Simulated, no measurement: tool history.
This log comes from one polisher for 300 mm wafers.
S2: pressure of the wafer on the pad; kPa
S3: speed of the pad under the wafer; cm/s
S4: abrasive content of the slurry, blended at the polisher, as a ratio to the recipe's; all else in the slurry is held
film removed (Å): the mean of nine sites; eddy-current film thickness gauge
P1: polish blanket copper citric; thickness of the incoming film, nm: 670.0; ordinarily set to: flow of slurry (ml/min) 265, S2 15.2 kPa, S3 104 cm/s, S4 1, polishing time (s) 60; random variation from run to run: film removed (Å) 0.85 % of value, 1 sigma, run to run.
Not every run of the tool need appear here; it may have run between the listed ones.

Run 1, hour 3.4: flow of slurry (ml/min) 265, S2 15.2 kPa, S3 104 cm/s, S4 1, polishing time (s) 60. Result: film removed (Å) 1101.7.
Run 2, hour 7.4: flow of slurry (ml/min) 265, S2 15.2 kPa, S3 104 cm/s, S4 1, polishing time (s) 60. Result: film removed (Å) 1130.5.
Run 3, hour 13.3: flow of slurry (ml/min) 340, S2 15.2 kPa, S3 104 cm/s, S4 1, polishing time (s) 85. Result: film removed (Å) 1624.9.
Run 4, hour 18.1: flow of slurry (ml/min) 265, S2 15.2 kPa, S3 104 cm/s, S4 1, polishing time (s) 60. Result: film removed (Å) 1114.1.
Run 5, hour 21.1: flow of slurry (ml/min) 265, S2 24.1 kPa, S3 104 cm/s, S4 1, polishing time (s) 60. Result: film removed (Å) 1750.8.
Run 6, hour 24.9: flow of slurry (ml/min) 350, S2 15.2 kPa, S3 104 cm/s, S4 1, polishing time (s) 60. Result: film removed (Å) 1134.1.
Run 7, hour 28.7: flow of slurry (ml/min) 265, S2 15.2 kPa, S3 104 cm/s, S4 0.6, polishing time (s) 60. Result: film removed (Å) 1013.8.
Run 8, hour 33.8: flow of slurry (ml/min) 265, S2 10.3 kPa, S3 104 cm/s, S4 1, polishing time (s) 60. Result: film removed (Å) 762.09.
Run 9, hour 37.1: flow of slurry (ml/min) 160, S2 15.2 kPa, S3 104 cm/s, S4 1, polishing time (s) 60. Result: film removed (Å) 1036.9.
Run 10, hour 40: flow of slurry (ml/min) 265, S2 15.2 kPa, S3 46 cm/s, S4 1, polishing time (s) 60. Result: film removed (Å) 512.83.
Run 11, hour 44.9: flow of slurry (ml/min) 265, S2 15.2 kPa, S3 154 cm/s, S4 1, polishing time (s) 60. Result: film removed (Å) 1636.5.
Run 12, hour 50: flow of slurry (ml/min) 265, S2 15.2 kPa, S3 104 cm/s, S4 1, polishing time (s) 90. Result: film removed (Å) 1675.2.
Run 13, hour 53.4: flow of slurry (ml/min) 265, S2 15.2 kPa, S3 104 cm/s, S4 1, polishing time (s) 45. Result: film removed (Å) 830.
Run 14, hour 57.4: flow of slurry (ml/min) 265, S2 15.2 kPa, S3 104 cm/s, S4 1.45, polishing time (s) 60. Result: film removed (Å) 1228.4.
Run 15, hour 61.1: flow of slurry (ml/min) 265, S2 15.2 kPa, S3 104 cm/s, S4 1, polishing time (s) 60. Result: film removed (Å) 1101.7.
Run 16, hour 66.2: flow of slurry (ml/min) 265, S2 15.2 kPa, S3 104 cm/s, S4 1, polishing time (s) 60. Result: film removed (Å) 1121.4.
Run 17, hour 70: flow of slurry (ml/min) 265, S2 15.2 kPa, S3 104 cm/s, S4 1, polishing time (s) 60. Result: film removed (Å) 1083.8.
Run 18, hour 75.3: flow of slurry (ml/min) 265, S2 15.2 kPa, S3 104 cm/s, S4 1, polishing time (s) 60. Result: film removed (Å) 1060.7.
Run 19, hour 78.1: flow of slurry (ml/min) 265, S2 15.2 kPa, S3 104 cm/s, S4 1, polishing time (s) 60. Result: film removed (Å) 1083.7.
Run 20, hour 83.9: flow of slurry (ml/min) 265, S2 15.2 kPa, S3 104 cm/s, S4 1, polishing time (s) 60. Result: film removed (Å) 1063.4.
Run 21, hour 86.7: flow of slurry (ml/min) 265, S2 15.2 kPa, S3 104 cm/s, S4 1, polishing time (s) 60. Result: film removed (Å) 1057.8.

Run 22, settings as shown, results not yet in. Your forecast:
At hour 91.6: head pressure recalibrated.
Run 22, hour 92.2: flow of slurry (ml/min) 265, S2 15.2 kPa, S3 104 cm/s, S4 1, polishing time (s) 60. Result: film removed (Å) ?.

film removed (Å): 1046
